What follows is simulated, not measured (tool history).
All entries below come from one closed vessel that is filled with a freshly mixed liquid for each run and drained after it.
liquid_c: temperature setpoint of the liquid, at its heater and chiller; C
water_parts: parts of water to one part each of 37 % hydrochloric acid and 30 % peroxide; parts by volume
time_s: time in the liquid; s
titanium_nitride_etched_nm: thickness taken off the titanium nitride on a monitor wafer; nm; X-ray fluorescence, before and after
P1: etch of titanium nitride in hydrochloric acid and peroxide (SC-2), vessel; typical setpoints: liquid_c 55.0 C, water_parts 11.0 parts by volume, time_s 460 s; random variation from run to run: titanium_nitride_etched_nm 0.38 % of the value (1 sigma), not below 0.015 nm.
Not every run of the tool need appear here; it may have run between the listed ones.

run   hour  liquid_c  water_parts  time_s  hours since the thermometer was replaced  hours since the chemicals flow meter was replaced  hours since the drum of peroxide was connected  titanium_nitride_etched_nm
  1    6.1      55.0         11.0     460                                     534.6                                              121.3                                           344.4                     15.3630
  2   11.5      43.0         11.0     460                                     540.0                                              126.7                                           349.8                      6.9092
  3   18.5      55.0         11.0     460                                     547.0                                              133.7                                           356.8                     15.3400
  4   29.7      55.0         11.0      30                                     558.2                                              144.9                                           368.0                      0.9938
  5   39.8      55.0         17.5     460                                     568.3                                              155.0                                           378.1                     10.2230
  6   50.0      55.0         11.0     795                                     578.5                                              165.2                                           388.3                     26.5730
      54.2  -- chemicals flow meter replaced
  7   57.9      55.0          4.0     460                                     586.4                                                3.7                                           396.2                     33.1820
  8   65.3      55.0         11.0     460                                     593.8                                               11.1                                           403.6                     15.3700
  9   74.5      71.5         11.0     460                                     603.0                                               20.3                                           412.8                     42.3540
 10   83.4      55.0          5.0     215                                     611.9                                               29.2                                           421.7                     13.3400
 11   89.9      39.5         11.0     885                                     618.4                                               35.7                                           428.2                     10.3320
 12   99.5      55.0         11.0     460                                     628.0                                               45.3                                           437.8                     15.2890
 13  107.7      45.0         17.5     460                                     636.2                                               53.5                                           446.0                      5.3016
 14  114.2      55.0         11.0     460                                     642.7                                               60.0                                           452.5                     15.3380
 15  124.8      55.0         11.0     460                                     653.3                                               70.6                                           463.1                     15.3870
 16  132.8      55.0         11.0     460                                     661.3                                               78.6                                           471.1                     16.0430
 17  142.9      55.0         11.0     460                                     671.4                                               88.7                                           481.2                     16.3320
 18  150.1      55.0         11.0     460                                     678.6                                               95.9                                           488.4                     16.5610
 19  156.6      55.0         11.0     460                                     685.1                                              102.4                                           494.9                     16.8140
 20  164.1      55.0         11.0     460                                     692.6                                              109.9                                           502.4                     16.8120
 21  176.4      55.0         11.0     460                                     704.9                                              122.2                                           514.7                     16.8560
 22  184.6      55.0         11.0     460                                     713.1                                              130.4                                           522.9                     16.8730

Compared with where it was, what P1 gives has crept away. Each cause listed below fits the log as well as the rest, at the size given for it:
A: liquid hotter than its thermometer reads (K) = 1.45
B: chemicals flow above the setpoint (%) = 11.7
The creep began at about hour 124.8.
Each remaining cause and why it is not a fit:
peroxide weaker than its label (%): at most 8, giving a -7.4 % change in titanium_nitride_etched_nm: too small, or against the direction of the creep

Consider the 4 check runs below, whose results appear as question marks and each of which averages 2 wafers. Which one distinguishes the causes, in that each cause would give it a clearly different result?
check 1  192.8      49.0         11.0     185                                                                                                                                                                        ?
check 2  192.8      55.0          4.0     460                                                                                                                                                                        ?
check 3  192.8      66.5         11.0     460                                                                                                                                                                        ?
check 4  192.8      47.5         11.0      55                                                                                                                                                                        ?

Expected result of each check under each candidate cause:
  check                      result     if A     if B
check 1  titanium_nitride_etched_nm   4.5874   4.5689
check 2  titanium_nitride_etched_nm  36.5640  35.8060
check 3  titanium_nitride_etched_nm  34.4010  34.5960
check 4  titanium_nitride_etched_nm   1.2338   1.2277
Per check, the gap between the least separated pair of causes, taken in the result that splits them most: check 1 0.41 %; check 2 2.1 %; check 3 0.56 %; check 4 0.5 %
Check 2 is the one run that separates the causes; every other check would come out nearly the same whichever cause is at work.

Check 2 was carried out, with these results: titanium_nitride_etched_nm 35.8320 nm. Which of the listed causes is responsible?

The cause is B: chemicals flow above the setpoint (%).
